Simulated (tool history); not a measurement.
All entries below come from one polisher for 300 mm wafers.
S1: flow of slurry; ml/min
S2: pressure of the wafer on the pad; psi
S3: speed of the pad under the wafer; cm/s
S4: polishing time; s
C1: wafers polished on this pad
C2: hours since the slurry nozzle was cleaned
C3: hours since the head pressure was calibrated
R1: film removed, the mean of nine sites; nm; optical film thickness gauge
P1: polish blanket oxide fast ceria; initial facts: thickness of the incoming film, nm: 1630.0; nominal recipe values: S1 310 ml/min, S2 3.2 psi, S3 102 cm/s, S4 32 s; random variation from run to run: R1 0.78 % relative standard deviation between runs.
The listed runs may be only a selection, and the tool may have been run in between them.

run 1 hour=7.3 | S1=310 S2=3.2 S3=102 S4=32 | C1=120 C2=586.8 C3=95.2 | R1=485.51
run 2 hour=13.0 | S1=310 S2=1.4 S3=102 S4=32 | C1=159 C2=592.5 C3=100.9 | R1=215.76
run 3 hour=20.1 | S1=310 S2=3.2 S3=102 S4=32 | C1=208 C2=599.6 C3=108.0 | R1=495.58
run 4 hour=25.4 | S1=185 S2=3.2 S3=102 S4=32 | C1=244 C2=604.9 C3=113.3 | R1=455.67
run 5 hour=30.4 | S1=310 S2=3.2 S3=128 S4=32 | C1=279 C2=609.9 C3=118.3 | R1=618.92
run 6 hour=41.9 | S1=310 S2=3.2 S3=102 S4=32 | C1=358 C2=621.4 C3=129.8 | R1=495.89
run 7 hour=53.5 | S1=310 S2=3.2 S3=102 S4=14 | C1=438 C2=633.0 C3=141.4 | R1=214.91
run 8 hour=61.5 | S1=310 S2=3.2 S3=102 S4=32 | C1=493 C2=641.0 C3=149.4 | R1=491.24
run 9 hour=69.0 | S1=310 S2=3.2 S3=102 S4=32 | C1=544 C2=648.5 C3=156.9 | R1=494.34
run 10 hour=78.7 | S1=310 S2=3.2 S3=102 S4=32 | C1=611 C2=658.2 C3=166.6 | R1=488.72
run 11 hour=89.5 | S1=310 S2=3.2 S3=102 S4=42 | C1=686 C2=669.0 C3=177.4 | R1=645.66
run 12 hour=95.0 | S1=385 S2=3.2 S3=140 S4=32 | C1=723 C2=674.5 C3=182.9 | R1=686.09
run 13 hour=103.1 | S1=435 S2=3.2 S3=102 S4=32 | C1=779 C2=682.6 C3=191.0 | R1=503.39
run 14 hour=113.6 | S1=310 S2=3.2 S3=50 S4=32 | C1=852 C2=693.1 C3=201.5 | R1=238.58
run 15 hour=121.5 | S1=310 S2=4.9 S3=102 S4=32 | C1=906 C2=701.0 C3=209.4 | R1=755.05
run 16 hour=127.6 | S1=310 S2=3.2 S3=102 S4=32 | C1=948 C2=707.1 C3=215.5 | R1=489.06
run 17 hour=137.1 | S1=310 S2=3.2 S3=102 S4=32 | C1=1013 C2=716.6 C3=225.0 | R1=486.25
run 18 hour=142.7 | S1=310 S2=3.2 S3=102 S4=32 | C1=1052 C2=722.2 C3=230.6 | R1=481.62
run 19 hour=148.8 | S1=310 S2=3.2 S3=102 S4=32 | C1=1094 C2=728.3 C3=236.7 | R1=472.00
run 20 hour=159.4 | S1=310 S2=3.2 S3=102 S4=32 | C1=1167 C2=738.9 C3=247.3 | R1=473.54
-- hour=166.1 worn pad replaced by a new one
run 21 hour=170.9 | S1=310 S2=3.2 S3=102 S4=32 | C1=33 C2=750.4 C3=258.8 | R1=471.46
run 22 hour=179.7 | S1=310 S2=3.2 S3=102 S4=32 | C1=93 C2=759.2 C3=267.6 | R1=470.38
run 23 hour=184.9 | S1=310 S2=3.2 S3=102 S4=32 | C1=129 C2=764.4 C3=272.8 | R1=467.27

Estimate the outcome of run 24 from the log above:
run 24 hour=196.1 | S1=310 S2=3.2 S3=102 S4=32 | C1=206 C2=775.6 C3=284.0 | R1=?

R1: 465.95 nm

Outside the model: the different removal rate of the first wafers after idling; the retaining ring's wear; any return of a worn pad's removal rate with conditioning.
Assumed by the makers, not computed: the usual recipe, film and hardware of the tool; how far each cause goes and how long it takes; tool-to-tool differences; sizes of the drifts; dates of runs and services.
